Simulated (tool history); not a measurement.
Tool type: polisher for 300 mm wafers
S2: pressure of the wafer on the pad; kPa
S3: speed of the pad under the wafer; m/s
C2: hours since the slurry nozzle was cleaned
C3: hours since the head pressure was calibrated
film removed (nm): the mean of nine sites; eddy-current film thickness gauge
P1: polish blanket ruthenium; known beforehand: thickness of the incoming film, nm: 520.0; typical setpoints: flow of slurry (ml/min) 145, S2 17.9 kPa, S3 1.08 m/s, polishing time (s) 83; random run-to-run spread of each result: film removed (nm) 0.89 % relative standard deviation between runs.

{"run": 1, "hour": 5.0, "flow of slurry (ml/min)": 145, "S2": 17.9, "S3": 1.08, "polishing time (s)": 83, "wafers polished on this pad": 426, "C2": 229, "C3": 824.7, "film removed (nm)": 128.81}
{"run": 2, "hour": 11.9, "flow of slurry (ml/min)": 145, "S2": 28.3, "S3": 1.08, "polishing time (s)": 83, "wafers polished on this pad": 511, "C2": 235.9, "C3": 831.6, "film removed (nm)": 201.38}
{"run": 3, "hour": 19.5, "flow of slurry (ml/min)": 90, "S2": 17.9, "S3": 1.08, "polishing time (s)": 83, "wafers polished on this pad": 604, "C2": 243.5, "C3": 839.2, "film removed (nm)": 113.46}
{"run": 4, "hour": 23.2, "flow of slurry (ml/min)": 145, "S2": 17.9, "S3": 1.66, "polishing time (s)": 83, "wafers polished on this pad": 649, "C2": 247.2, "C3": 842.9, "film removed (nm)": 196.78}
{"run": 5, "hour": 28.1, "flow of slurry (ml/min)": 145, "S2": 9, "S3": 1.08, "polishing time (s)": 83, "wafers polished on this pad": 709, "C2": 252.1, "C3": 847.8, "film removed (nm)": 65.059}
{"run": 6, "hour": 35.8, "flow of slurry (ml/min)": 225, "S2": 17.9, "S3": 1.08, "polishing time (s)": 83, "wafers polished on this pad": 804, "C2": 259.8, "C3": 855.5, "film removed (nm)": 138.97}
{"run": 7, "hour": 41.9, "flow of slurry (ml/min)": 145, "S2": 17.9, "S3": 1.08, "polishing time (s)": 83, "wafers polished on this pad": 879, "C2": 265.9, "C3": 861.6, "film removed (nm)": 126.4}
{"run": 8, "hour": 47.8, "flow of slurry (ml/min)": 145, "S2": 17.9, "S3": 1.08, "polishing time (s)": 83, "wafers polished on this pad": 951, "C2": 271.8, "C3": 867.5, "film removed (nm)": 128.73}
{"run": 9, "hour": 53.7, "flow of slurry (ml/min)": 145, "S2": 17.9, "S3": 0.58, "polishing time (s)": 83, "wafers polished on this pad": 1023, "C2": 277.7, "C3": 873.4, "film removed (nm)": 67.989}
{"run": 10, "hour": 60.6, "flow of slurry (ml/min)": 145, "S2": 17.9, "S3": 1.08, "polishing time (s)": 83, "wafers polished on this pad": 1108, "C2": 284.6, "C3": 880.3, "film removed (nm)": 129.35}
{"run": 11, "hour": 67.1, "flow of slurry (ml/min)": 145, "S2": 17.9, "S3": 0.7, "polishing time (s)": 115, "wafers polished on this pad": 1187, "C2": 291.1, "C3": 886.8, "film removed (nm)": 114.19}
{"run": 12, "hour": 73.6, "flow of slurry (ml/min)": 145, "S2": 26.2, "S3": 0.7, "polishing time (s)": 83, "wafers polished on this pad": 1267, "C2": 297.6, "C3": 893.3, "film removed (nm)": 120.8}
{"run": 13, "hour": 81.3, "flow of slurry (ml/min)": 145, "S2": 17.9, "S3": 1.08, "polishing time (s)": 83, "wafers polished on this pad": 1362, "C2": 305.3, "C3": 901, "film removed (nm)": 127.08}
{"run": 14, "hour": 87.4, "flow of slurry (ml/min)": 145, "S2": 17.9, "S3": 1.08, "polishing time (s)": 41, "wafers polished on this pad": 1436, "C2": 311.4, "C3": 907.1, "film removed (nm)": 63.73}
{"run": 15, "hour": 95.0, "flow of slurry (ml/min)": 145, "S2": 17.9, "S3": 1.08, "polishing time (s)": 83, "wafers polished on this pad": 1529, "C2": 319, "C3": 914.7, "film removed (nm)": 127.55}
{"run": 16, "hour": 101.4, "flow of slurry (ml/min)": 145, "S2": 17.9, "S3": 1.08, "polishing time (s)": 128, "wafers polished on this pad": 1608, "C2": 325.4, "C3": 921.1, "film removed (nm)": 195.84}
{"run": 17, "hour": 106.2, "flow of slurry (ml/min)": 145, "S2": 17.9, "S3": 1.08, "polishing time (s)": 83, "wafers polished on this pad": 1667, "C2": 330.2, "C3": 925.9, "film removed (nm)": 128.15}
{"run": 18, "hour": 113.5, "flow of slurry (ml/min)": 145, "S2": 17.9, "S3": 1.08, "polishing time (s)": 83, "wafers polished on this pad": 1756, "C2": 337.5, "C3": 933.2, "film removed (nm)": 122.67}
{"run": 19, "hour": 118.1, "flow of slurry (ml/min)": 145, "S2": 17.9, "S3": 1.08, "polishing time (s)": 83, "wafers polished on this pad": 1813, "C2": 342.1, "C3": 937.8, "film removed (nm)": 120.49}
{"run": 20, "hour": 126.0, "flow of slurry (ml/min)": 145, "S2": 17.9, "S3": 1.08, "polishing time (s)": 83, "wafers polished on this pad": 1910, "C2": 350, "C3": 945.7, "film removed (nm)": 116.82}
{"run": 21, "hour": 131.1, "flow of slurry (ml/min)": 145, "S2": 17.9, "S3": 1.08, "polishing time (s)": 83, "wafers polished on this pad": 1972, "C2": 355.1, "C3": 950.8, "film removed (nm)": 118.43}
{"run": 22, "hour": 135.0, "flow of slurry (ml/min)": 145, "S2": 17.9, "S3": 1.08, "polishing time (s)": 83, "wafers polished on this pad": 2020, "C2": 359, "C3": 954.7, "film removed (nm)": 115.47}
{"hour": 137.1, "done": "worn pad replaced by a new one"}
{"run": 23, "hour": 141.4, "flow of slurry (ml/min)": 145, "S2": 17.9, "S3": 1.08, "polishing time (s)": 83, "wafers polished on this pad": 53, "C2": 365.4, "C3": 961.1, "film removed (nm)": 114.18}
{"run": 24, "hour": 146.8, "flow of slurry (ml/min)": 145, "S2": 17.9, "S3": 1.08, "polishing time (s)": 83, "wafers polished on this pad": 119, "C2": 370.8, "C3": 966.5, "film removed (nm)": 114.29}

Predict the results of run 25:
{"run": 25, "hour": 150.7, "flow of slurry (ml/min)": 145, "S2": 17.9, "S3": 1.08, "polishing time (s)": 83, "wafers polished on this pad": 167, "C2": 374.7, "C3": 970.4, "film removed (nm)": "?"}

Run 25 gave film removed (nm) 115.74.
